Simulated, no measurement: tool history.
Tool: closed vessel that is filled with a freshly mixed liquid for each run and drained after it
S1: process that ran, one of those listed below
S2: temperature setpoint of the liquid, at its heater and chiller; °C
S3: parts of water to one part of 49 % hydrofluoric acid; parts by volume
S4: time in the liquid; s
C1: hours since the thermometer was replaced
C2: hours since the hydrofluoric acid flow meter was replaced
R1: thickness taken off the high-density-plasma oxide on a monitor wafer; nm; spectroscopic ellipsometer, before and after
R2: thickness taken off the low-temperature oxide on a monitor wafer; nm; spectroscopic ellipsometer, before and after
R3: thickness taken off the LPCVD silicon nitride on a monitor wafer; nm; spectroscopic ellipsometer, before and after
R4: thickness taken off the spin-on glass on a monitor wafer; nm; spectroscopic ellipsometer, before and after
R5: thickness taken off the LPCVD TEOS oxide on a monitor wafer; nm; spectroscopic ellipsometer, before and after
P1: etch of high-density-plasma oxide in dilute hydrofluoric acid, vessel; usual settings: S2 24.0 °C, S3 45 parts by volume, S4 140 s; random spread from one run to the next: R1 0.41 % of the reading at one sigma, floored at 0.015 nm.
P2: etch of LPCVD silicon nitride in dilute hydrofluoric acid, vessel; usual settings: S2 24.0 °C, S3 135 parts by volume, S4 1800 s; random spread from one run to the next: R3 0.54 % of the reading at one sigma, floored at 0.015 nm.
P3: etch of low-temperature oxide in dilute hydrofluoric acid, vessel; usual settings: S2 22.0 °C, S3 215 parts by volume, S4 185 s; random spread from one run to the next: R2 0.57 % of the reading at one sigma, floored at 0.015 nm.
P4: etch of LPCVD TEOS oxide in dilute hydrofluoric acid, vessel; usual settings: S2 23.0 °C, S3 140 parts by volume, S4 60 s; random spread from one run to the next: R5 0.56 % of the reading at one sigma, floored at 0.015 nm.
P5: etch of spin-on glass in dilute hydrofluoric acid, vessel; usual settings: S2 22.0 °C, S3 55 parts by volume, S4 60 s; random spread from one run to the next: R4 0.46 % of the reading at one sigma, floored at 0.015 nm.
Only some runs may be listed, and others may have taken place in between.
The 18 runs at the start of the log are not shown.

run	day	S1	S2	S3	S4	C1	C2	R1	R2	R3	R4	R5
19	10.417	P2	24.0	70	1800	1051.1	513.6			12.8820		
20	10.762	P4	23.0	140	30	1059.4	521.9					3.3985
21	11.288	P1	24.0	20	140	1072.0	534.5	44.6460				
22	12.017	P5	22.0	55	110	1089.5	552.0				107.210	
23	12.462	P1	24.0	45	140	1100.2	562.7	19.2150				
24	12.829	P3	22.0	215	300	1109.0	571.5		17.866			
# day 13.500: hydrofluoric acid flow meter replaced
25	13.562	P1	17.5	45	140	1126.6	1.5	14.4950				
26	14.071	P1	24.0	45	35	1138.8	13.7	4.7802				
27	14.554	P4	23.0	140	60	1150.4	25.3					6.7620
28	15.321	P5	22.0	55	60	1168.8	43.7				58.570	
29	15.908	P1	31.5	45	140	1182.9	57.8	25.8380				
30	16.475	P4	23.0	70	60	1196.5	71.4					14.7550
31	17.125	P2	24.0	135	3460	1212.1	87.0			12.9920		
32	17.758	P1	24.0	45	140	1227.3	102.2	19.1000				

Estimate the outcome of run 33 from the log above:
33	18.471	P1	24.0	45	140	1244.4	119.3	?				

R1: 19.6570 nm
